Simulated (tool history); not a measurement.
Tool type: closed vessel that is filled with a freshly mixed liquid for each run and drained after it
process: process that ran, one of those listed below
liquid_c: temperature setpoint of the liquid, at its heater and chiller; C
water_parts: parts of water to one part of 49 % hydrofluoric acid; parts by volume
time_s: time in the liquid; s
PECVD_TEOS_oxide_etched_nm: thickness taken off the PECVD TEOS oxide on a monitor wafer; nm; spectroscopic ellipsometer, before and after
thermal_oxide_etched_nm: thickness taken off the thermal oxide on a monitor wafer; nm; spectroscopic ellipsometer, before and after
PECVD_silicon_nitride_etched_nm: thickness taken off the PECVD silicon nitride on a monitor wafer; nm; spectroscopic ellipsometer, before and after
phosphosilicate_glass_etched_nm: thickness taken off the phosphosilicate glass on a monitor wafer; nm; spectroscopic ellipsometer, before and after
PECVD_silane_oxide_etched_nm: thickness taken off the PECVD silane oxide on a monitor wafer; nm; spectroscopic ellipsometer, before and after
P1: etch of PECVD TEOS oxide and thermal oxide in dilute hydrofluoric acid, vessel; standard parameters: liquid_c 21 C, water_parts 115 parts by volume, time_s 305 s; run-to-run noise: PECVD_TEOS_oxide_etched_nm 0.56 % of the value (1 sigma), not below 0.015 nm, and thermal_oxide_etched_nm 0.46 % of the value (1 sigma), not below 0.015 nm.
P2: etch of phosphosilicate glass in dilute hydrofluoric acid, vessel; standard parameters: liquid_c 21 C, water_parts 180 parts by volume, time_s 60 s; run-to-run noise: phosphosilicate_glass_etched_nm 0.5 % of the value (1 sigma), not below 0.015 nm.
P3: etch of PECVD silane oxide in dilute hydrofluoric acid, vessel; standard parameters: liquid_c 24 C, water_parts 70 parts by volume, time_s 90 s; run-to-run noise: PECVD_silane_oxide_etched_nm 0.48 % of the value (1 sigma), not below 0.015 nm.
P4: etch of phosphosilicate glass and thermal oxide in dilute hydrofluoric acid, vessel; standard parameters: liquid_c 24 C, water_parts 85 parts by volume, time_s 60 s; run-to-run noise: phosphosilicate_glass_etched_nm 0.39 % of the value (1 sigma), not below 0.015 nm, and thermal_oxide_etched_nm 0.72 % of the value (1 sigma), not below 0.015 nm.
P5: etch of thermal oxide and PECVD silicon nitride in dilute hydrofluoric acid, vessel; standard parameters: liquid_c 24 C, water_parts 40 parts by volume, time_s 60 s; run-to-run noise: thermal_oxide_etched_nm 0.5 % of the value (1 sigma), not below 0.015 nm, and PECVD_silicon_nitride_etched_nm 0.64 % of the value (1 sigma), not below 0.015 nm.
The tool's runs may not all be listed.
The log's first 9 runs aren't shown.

run,day,process,liquid_c,water_parts,time_s,hours since the thermometer was replaced,hours since the hydrofluoric acid flow meter was replaced,PECVD_TEOS_oxide_etched_nm,thermal_oxide_etched_nm,PECVD_silicon_nitride_etched_nm,phosphosilicate_glass_etched_nm,PECVD_silane_oxide_etched_nm
10,2.979,P1,21,115,305,2098.1,304.5,42.535,10.6,,,
11,3.375,P2,21,180,60,2107.6,314,,,,23.636,
12,3.775,P2,21,180,60,2117.2,323.6,,,,23.713,
13,4,P4,24,85,60,2122.6,329,,3.325,,146.42,
14,4.396,P4,30,85,60,2132.1,338.5,,4.2197,,184.72,
15,4.825,P3,24,70,90,2142.4,348.8,,,,,43.979
16,5.183,P4,24,85,30,2151,357.4,,1.6676,,73.41,
17,5.646,P5,24,40,60,2162.1,368.5,,7.5569,4.2448,,
18,5.854,P1,21,115,305,2167.1,373.5,42.175,10.608,,,
19,6.279,P1,21,115,305,2177.3,383.7,42.506,10.571,,,
20,6.592,P3,24,40,90,2184.8,391.2,,,,,79.907
21,6.975,P1,28,50,305,2194,400.4,140.65,35.193,,,

Run 22 comes next. What will it give?
22,7.292,P5,24,40,90,2201.6,408,,?,?,,

For run 22 the tool returned thermal_oxide_etched_nm 11.375 nm, PECVD_silicon_nitride_etched_nm 6.2906 nm.
